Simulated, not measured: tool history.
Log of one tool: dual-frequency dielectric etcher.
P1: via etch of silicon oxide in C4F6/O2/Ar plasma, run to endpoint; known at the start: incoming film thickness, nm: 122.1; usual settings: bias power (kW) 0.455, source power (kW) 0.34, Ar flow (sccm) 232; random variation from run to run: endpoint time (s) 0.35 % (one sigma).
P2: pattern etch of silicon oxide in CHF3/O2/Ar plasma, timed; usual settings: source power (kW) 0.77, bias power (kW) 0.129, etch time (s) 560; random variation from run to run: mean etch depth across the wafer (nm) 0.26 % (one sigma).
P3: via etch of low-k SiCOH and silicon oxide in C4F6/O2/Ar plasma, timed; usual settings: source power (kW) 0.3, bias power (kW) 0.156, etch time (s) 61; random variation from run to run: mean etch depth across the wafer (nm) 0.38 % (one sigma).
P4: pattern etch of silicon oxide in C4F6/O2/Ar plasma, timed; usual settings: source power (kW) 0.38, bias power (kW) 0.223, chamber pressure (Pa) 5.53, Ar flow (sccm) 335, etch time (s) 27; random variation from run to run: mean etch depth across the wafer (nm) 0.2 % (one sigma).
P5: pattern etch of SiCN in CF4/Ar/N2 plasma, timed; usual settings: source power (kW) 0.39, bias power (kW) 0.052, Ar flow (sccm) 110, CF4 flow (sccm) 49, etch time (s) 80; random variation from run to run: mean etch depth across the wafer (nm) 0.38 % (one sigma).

run	hour	process that ran	bias power (kW)	source power (kW)	Ar flow (sccm)	etch time (s)	chamber pressure (Pa)	CF4 flow (sccm)	hours since the last wet clean	hours since the last bias power generator calibration	hours since the last source power generator calibration	hours since the last Ar flow controller change	endpoint time (s)	mean etch depth across the wafer (nm)
1	14.2	P1	0.455	0.34	232				269.1	3134.3	1130.4	1249.7	27.912	
2	26.8	P2	0.129	0.6		560			281.7	3146.9	1143	1262.3		1004.5
3	34.1	P4	0.175	0.38	335	27	5.53		289	3154.2	1150.3	1269.6		80.38
4	48.5	P1	0.455	0.34	232				303.4	3168.6	1164.7	1284	28.003	
5	57.7	P3	0.156	0.3		33.5			312.6	3177.8	1173.9	1293.2		84.161
6	70.8	P5	0.052	0.39	110	80		49	325.7	3190.9	1187	1306.3		49.15
7	78.3	P1	0.266	0.34	232				333.2	3198.4	1194.5	1313.8	33.73	
8	92.4	P4	0.223	0.38	335	27	7.73		347.3	3212.5	1208.6	1327.9		83.485
9	107.1	P5	0.052	0.39	110	80		63	362	3227.2	1223.3	1342.6		51.147
10	116.4	P4	0.223	0.22	335	27	5.53		371.3	3236.5	1232.6	1351.9		70.292
11	124.1	P5	0.062	0.39	110	80		49	379	3244.2	1240.3	1359.6		52.573
12	132	P5	0.052	0.39	83	80		49	386.9	3252.1	1248.2	1367.5		51.157
13	146.7	P4	0.223	0.38	335	27	5.53		401.6	3266.8	1262.9	1382.2		86.474
14	161.8	P4	0.223	0.38	428	27	5.53		416.7	3281.9	1278	1397.3		84.383
15	174.2	P2	0.129	0.77		369			429.1	3294.3	1290.4	1409.7		729.94
16	189.3	P1	0.455	0.34	146				444.2	3309.4	1305.5	1424.8	26.524	
17	203.9	P1	0.455	0.4	232				458.8	3324	1320.1	1439.4	26.374	
18	215.4	P1	0.455	0.34	232				470.3	3335.5	1331.6	1450.9	28.025	
19	231.4	P3	0.156	0.3		61			486.3	3351.5	1347.6	1466.9		153.51
20	244.7	P2	0.156	0.77		560			499.6	3364.8	1360.9	1480.2		1174.9
# hour 249.2: source power generator calibrated
21	259.4	P4	0.223	0.38	335	27	5.53		514.3	3379.5	10.2	1494.9		86.638
22	268.1	P2	0.129	0.77		560			523	3388.2	18.9	1503.6		1107.7
23	280.4	P5	0.052	0.52	110	80		49	535.3	3400.5	31.2	1515.9		63.515
24	289.9	P3	0.156	0.3		61			544.8	3410	40.7	1525.4		154.28
25	298.9	P1	0.455	0.34	232				553.8	3419	49.7	1534.4	27.999	
26	308	P3	0.093	0.3		61			562.9	3428.1	58.8	1543.5		131.68
27	322.4	P2	0.129	0.77		560			577.3	3442.5	73.2	1557.9		1107.2
28	332.8	P1	0.455	0.34	298				587.7	3452.9	83.6	1568.3	28.96	
29	340.5	P1	0.313	0.28	232				595.4	3460.6	91.3	1576	34.204	
30	356	P1	0.455	0.25	232				610.9	3476.1	106.8	1591.5	31.358	
31	364.2	P5	0.052	0.39	110	80		49	619.1	3484.3	115	1599.7		49.03
32	374.3	P5	0.052	0.39	110	99		49	629.2	3494.4	125.1	1609.8		60.152
33	387.6	P4	0.223	0.38	335	21	5.53		642.5	3507.7	138.4	1623.1		67.411
34	403.6	P3	0.156	0.36		61			658.5	3523.7	154.4	1639.1		165.47
35	415.5	P1	0.637	0.34	232				670.4	3535.6	166.3	1651	24.622	
36	425	P1	0.455	0.34	232				679.9	3545.1	175.8	1660.5	27.956	
37	438.3	P1	0.455	0.34	232				693.2	3558.4	189.1	1673.8	28.261	
38	451	P1	0.455	0.34	232				705.9	3571.1	201.8	1686.5	28.28	
39	463.7	P1	0.455	0.34	232				718.6	3583.8	214.5	1699.2	28.276	
40	471	P1	0.455	0.34	232				725.9	3591.1	221.8	1706.5	28.312	
41	479.6	P1	0.455	0.34	232				734.5	3599.7	230.4	1715.1	28.468	
42	490	P1	0.455	0.34	232				744.9	3610.1	240.8	1725.5	28.417	
# hour 494.3: wet clean of the chamber
43	500.5	P1	0.455	0.34	232				6.2	3620.6	251.3	1736	28.635	
44	508.5	P1	0.455	0.34	232				14.2	3628.6	259.3	1744	28.381	
45	522.7	P1	0.455	0.34	232				28.4	3642.8	273.5	1758.2	28.524	
46	538.6	P1	0.455	0.34	232				44.3	3658.7	289.4	1774.1	28.443	
47	547.9	P1	0.455	0.34	232				53.6	3668	298.7	1783.4	28.546	

What P1 gives has crept away from where it was. These 2 causes fit the log equally well, each at the size given:
A: source power that arrives under what is set, % = 4.85
B: bias power that arrives under what is set, % = 4.83
The creep began at about hour 425.
Why every other cause is out:
chamber walls in a state that lowers the etch rate, %: serviced at hour 494.3, which brought nothing back
Ar flow that arrives over what is set, %: at most 8, which would move endpoint time (s) by +0.9 %: too little, or the wrong way

4 check runs are offered, each on 2 wafers whose results are averaged, their results left as question marks. Which one tells the causes apart?
check 1	557.2	P2	0.129	0.77		560								?
check 2	557.2	P5	0.052	0.39	110	80		49						?
check 3	557.2	P3	0.156	0.3		61								?
check 4	557.2	P4	0.223	0.38	335	27	5.53							?

What each check would give under each cause:
check	result	if A	if B
check 1	mean etch depth across the wafer (nm)	1086.3	1091.2
check 2	mean etch depth across the wafer (nm)	46.968	48.212
check 3	mean etch depth across the wafer (nm)	150.62	151.22
check 4	mean etch depth across the wafer (nm)	85.062	85.297
How far apart the two closest causes lie, in the result that separates them most: check 1 0.44 %; check 2 2.62 %; check 3 0.4 %; check 4 0.28 %
Check 2 tells the causes apart: in the others they would give nearly the same result.

Then check 2 was run and gave: mean etch depth across the wafer (nm) 46.894. Which cause is it?

It is A: source power that arrives under what is set, %.

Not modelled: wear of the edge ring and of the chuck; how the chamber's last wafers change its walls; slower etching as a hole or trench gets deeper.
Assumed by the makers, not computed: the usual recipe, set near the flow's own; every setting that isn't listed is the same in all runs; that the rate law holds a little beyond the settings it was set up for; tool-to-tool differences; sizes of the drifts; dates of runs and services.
